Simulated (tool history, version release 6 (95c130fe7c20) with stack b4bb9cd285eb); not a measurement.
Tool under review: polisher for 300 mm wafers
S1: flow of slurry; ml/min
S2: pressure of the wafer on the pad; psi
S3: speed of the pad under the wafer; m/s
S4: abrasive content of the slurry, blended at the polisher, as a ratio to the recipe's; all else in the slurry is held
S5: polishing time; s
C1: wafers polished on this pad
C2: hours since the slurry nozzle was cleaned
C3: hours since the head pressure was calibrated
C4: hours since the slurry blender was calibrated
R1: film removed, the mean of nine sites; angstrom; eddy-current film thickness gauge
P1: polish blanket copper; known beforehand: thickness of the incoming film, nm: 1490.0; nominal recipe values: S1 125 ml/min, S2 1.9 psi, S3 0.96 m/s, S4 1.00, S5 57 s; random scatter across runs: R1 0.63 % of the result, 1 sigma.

| run | hour | S1 | S2 | S3 | S4 | S5 | C1 | C2 | C3 | C4 | R1 |
|---|---|---|---|---|---|---|---|---|---|---|---|
| 1 | 5.5 | 125 | 1.9 | 0.96 | 1.00 | 57 | 854 | 204.3 | 1037.8 | 72.1 | 984.77 |
| 2 | 12.2 | 125 | 1.0 | 0.96 | 1.00 | 57 | 941 | 211.0 | 1044.5 | 78.8 | 513.36 |
| 3 | 17.4 | 125 | 1.9 | 1.46 | 1.00 | 57 | 1008 | 216.2 | 1049.7 | 84.0 | 1485.80 |
| 4 | 25.0 | 200 | 1.9 | 0.96 | 1.00 | 57 | 1106 | 223.8 | 1057.3 | 91.6 | 1051.30 |
| 5 | 31.4 | 125 | 1.9 | 1.20 | 1.00 | 86 | 1188 | 230.2 | 1063.7 | 98.0 | 1840.70 |
| 6 | 36.9 | 125 | 1.9 | 0.44 | 1.00 | 57 | 1259 | 235.7 | 1069.2 | 103.5 | 443.58 |
| 7 | 40.7 | 125 | 1.9 | 0.96 | 1.00 | 86 | 1308 | 239.5 | 1073.0 | 107.3 | 1475.00 |
|  | 45.2 | slurry blender recalibrated |
| 8 | 46.0 | 125 | 1.9 | 0.96 | 1.00 | 57 | 1377 | 244.8 | 1078.3 | 0.9 | 992.98 |
| 9 | 52.8 | 125 | 2.6 | 0.96 | 1.00 | 57 | 1465 | 251.6 | 1085.1 | 7.7 | 1341.30 |
| 10 | 59.9 | 190 | 2.8 | 0.96 | 1.00 | 57 | 1556 | 258.7 | 1092.2 | 14.8 | 1548.00 |
| 11 | 64.3 | 125 | 1.9 | 0.96 | 0.50 | 57 | 1613 | 263.1 | 1096.6 | 19.2 | 842.60 |
| 12 | 69.8 | 75 | 1.9 | 0.96 | 1.00 | 57 | 1684 | 268.6 | 1102.1 | 24.7 | 851.38 |
| 13 | 73.7 | 125 | 1.9 | 0.96 | 1.00 | 32 | 1734 | 272.5 | 1106.0 | 28.6 | 547.01 |
| 14 | 80.1 | 125 | 1.9 | 0.96 | 1.00 | 57 | 1817 | 278.9 | 1112.4 | 35.0 | 973.68 |
| 15 | 84.0 | 125 | 1.9 | 0.96 | 1.00 | 57 | 1867 | 282.8 | 1116.3 | 38.9 | 979.46 |
| 16 | 87.6 | 125 | 1.9 | 0.96 | 1.45 | 57 | 1914 | 286.4 | 1119.9 | 42.5 | 1054.50 |
| 17 | 95.3 | 125 | 1.9 | 0.96 | 1.00 | 57 | 2013 | 294.1 | 1127.6 | 50.2 | 968.57 |
| 18 | 101.4 | 125 | 1.9 | 0.96 | 1.00 | 57 | 2092 | 300.2 | 1133.7 | 56.3 | 963.28 |
| 19 | 105.0 | 125 | 1.9 | 0.96 | 1.00 | 57 | 2138 | 303.8 | 1137.3 | 59.9 | 938.95 |
| 20 | 110.5 | 125 | 1.9 | 0.96 | 1.00 | 57 | 2209 | 309.3 | 1142.8 | 65.4 | 909.33 |
| 21 | 116.9 | 125 | 1.9 | 0.96 | 1.00 | 57 | 2292 | 315.7 | 1149.2 | 71.8 | 886.51 |
|  | 118.1 | head pressure recalibrated |
| 22 | 121.8 | 125 | 1.9 | 0.96 | 1.00 | 57 | 2355 | 320.6 | 3.7 | 76.7 | 882.99 |
|  | 123.1 | slurry blender recalibrated |
| 23 | 127.4 | 125 | 1.9 | 0.96 | 1.00 | 57 | 2428 | 326.2 | 9.3 | 4.3 | 881.02 |
| 24 | 133.6 | 125 | 1.9 | 0.96 | 1.00 | 57 | 2508 | 332.4 | 15.5 | 10.5 | 869.64 |
| 25 | 139.7 | 125 | 1.9 | 0.96 | 1.00 | 57 | 2586 | 338.5 | 21.6 | 16.6 | 868.55 |

P1 no longer gives what it gave before; its output has crept away from where it was. The following 2 causes, each at its listed size, fit the log equally well:
A: removal rate lost through wear of the pad, % = 10.8
B: slurry flow missing at the pad, % = 36.6
The process output started creeping at around hour 101.4.
Ruled out, with reasons:
head's pressure below its setpoint, %: serviced after onset, at hour 118.1, with no recovery of the prior output
abrasive missing from the slurry, %: serviced after onset, at hour 123.1, with no recovery of the prior output

Below are 4 check runs, each on a single wafer, with their results shown as question marks. Which of them would tell the listed causes apart, meaning the causes would give clearly different results under it?
| check 1 | 145.8 | 125 | 1.9 | 0.66 | 1.00 | 41 |  |  |  |  | ? |
| check 2 | 145.8 | 125 | 1.9 | 0.96 | 0.60 | 75 |  |  |  |  | ? |
| check 3 | 145.8 | 125 | 2.5 | 0.96 | 1.35 | 57 |  |  |  |  | ? |
| check 4 | 145.8 | 75 | 1.9 | 0.54 | 1.00 | 57 |  |  |  |  | ? |

Outcome of each check run for each possible cause:
| check | result | if A | if B |
|---|---|---|---|
| check 1 | R1 | 431.07 | 431.19 |
| check 2 | R1 | 1031.50 | 1031.80 |
| check 3 | R1 | 1224.50 | 1224.90 |
| check 4 | R1 | 430.08 | 404.64 |
Per-check spread between the two closest causes, in the result where they differ most: check 1 0.03 %; check 2 0.03 %; check 3 0.03 %; check 4 6.1 %
The other checks would show nearly matching results whichever cause is true, so check 4 is the only one that separates the causes.

After running check 4, the following was obtained: R1 429.62 angstrom. Which cause does this point to?

The cause is A: removal rate lost through wear of the pad, %.
